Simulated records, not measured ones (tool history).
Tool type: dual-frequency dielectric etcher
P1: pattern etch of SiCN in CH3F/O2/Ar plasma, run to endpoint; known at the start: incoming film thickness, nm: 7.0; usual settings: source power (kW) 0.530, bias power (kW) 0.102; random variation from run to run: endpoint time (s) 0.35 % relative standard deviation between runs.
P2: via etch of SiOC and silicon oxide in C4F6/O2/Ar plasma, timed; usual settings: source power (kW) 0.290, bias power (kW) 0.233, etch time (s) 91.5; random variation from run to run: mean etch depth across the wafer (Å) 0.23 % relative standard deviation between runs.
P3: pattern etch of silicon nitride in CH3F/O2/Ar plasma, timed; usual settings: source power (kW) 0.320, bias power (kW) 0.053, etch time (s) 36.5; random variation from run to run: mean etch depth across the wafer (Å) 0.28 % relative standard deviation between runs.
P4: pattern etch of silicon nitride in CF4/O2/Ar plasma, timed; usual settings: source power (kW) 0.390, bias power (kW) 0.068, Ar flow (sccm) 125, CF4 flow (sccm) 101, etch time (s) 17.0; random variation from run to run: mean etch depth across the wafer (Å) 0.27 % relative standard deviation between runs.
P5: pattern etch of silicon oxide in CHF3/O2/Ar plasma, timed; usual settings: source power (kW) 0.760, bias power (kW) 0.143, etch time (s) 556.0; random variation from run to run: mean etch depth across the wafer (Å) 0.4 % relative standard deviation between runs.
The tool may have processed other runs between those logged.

run	hour	process that ran	source power (kW)	bias power (kW)	etch time (s)	Ar flow (sccm)	CF4 flow (sccm)	hours since the last wet clean	hours since the last source power generator calibration	hours since the last bias power generator calibration	endpoint time (s)	mean etch depth across the wafer (Å)
1	2.2	P1	0.530	0.102				53.6	1587.3	301.2	14.849	
2	5.2	P3	0.320	0.053	28.0			56.6	1590.3	304.2		163.35
3	8.3	P1	0.320	0.078				59.7	1593.4	307.3	19.870	
4	11.7	P4	0.390	0.068	17.0	79	101	63.1	1596.8	310.7		308.37
5	15.5	P4	0.390	0.068	21.5	125	101	66.9	1600.6	314.5		370.13
6	18.9	P2	0.290	0.311	91.5			70.3	1604.0	317.9		1144.60
7	22.4	P2	0.290	0.233	91.5			73.8	1607.5	321.4		1030.50
8	26.2	P1	0.530	0.134				77.6	1611.3	325.2	13.359	
# hour 28.9: source power generator calibrated
9	29.5	P1	0.530	0.102				80.9	0.6	328.5	14.880	
10	32.7	P1	0.390	0.102				84.1	3.8	331.7	16.625	
11	35.9	P3	0.320	0.053	36.5			87.3	7.0	334.9		213.69
12	38.5	P4	0.220	0.068	17.0	125	101	89.9	9.6	337.5		179.26
13	41.7	P2	0.230	0.233	91.5			93.1	12.8	340.7		945.93
# hour 42.0: bias power generator calibrated
14	45.0	P3	0.320	0.053	36.5			96.4	16.1	3.0		213.40
15	47.0	P3	0.220	0.053	36.5			98.4	18.1	5.0		184.73
16	49.7	P1	0.530	0.102				101.1	20.8	7.7	14.942	
17	51.9	P4	0.390	0.046	17.0	125	101	103.3	23.0	9.9		249.94
18	54.0	P1	0.530	0.102				105.4	25.1	12.0	14.920	
19	56.3	P1	0.530	0.074				107.7	27.4	14.3	16.705	
20	60.2	P2	0.290	0.233	91.5			111.6	31.3	18.2		1026.80
21	64.5	P4	0.390	0.068	17.0	125	101	115.9	35.6	22.5		292.86
22	68.6	P1	0.530	0.102				120.0	39.7	26.6	14.870	
23	72.1	P5	0.910	0.143	556.0			123.5	43.2	30.1		11920.00
24	74.8	P1	0.530	0.102				126.2	45.9	32.8	14.829	

Estimate the outcome of run 25 from the log above:
25	78.9	P5	0.760	0.143	556.0			130.3	50.0	36.9		?

{"run 25": {"mean etch depth across the wafer (Å)": 11176.0}}
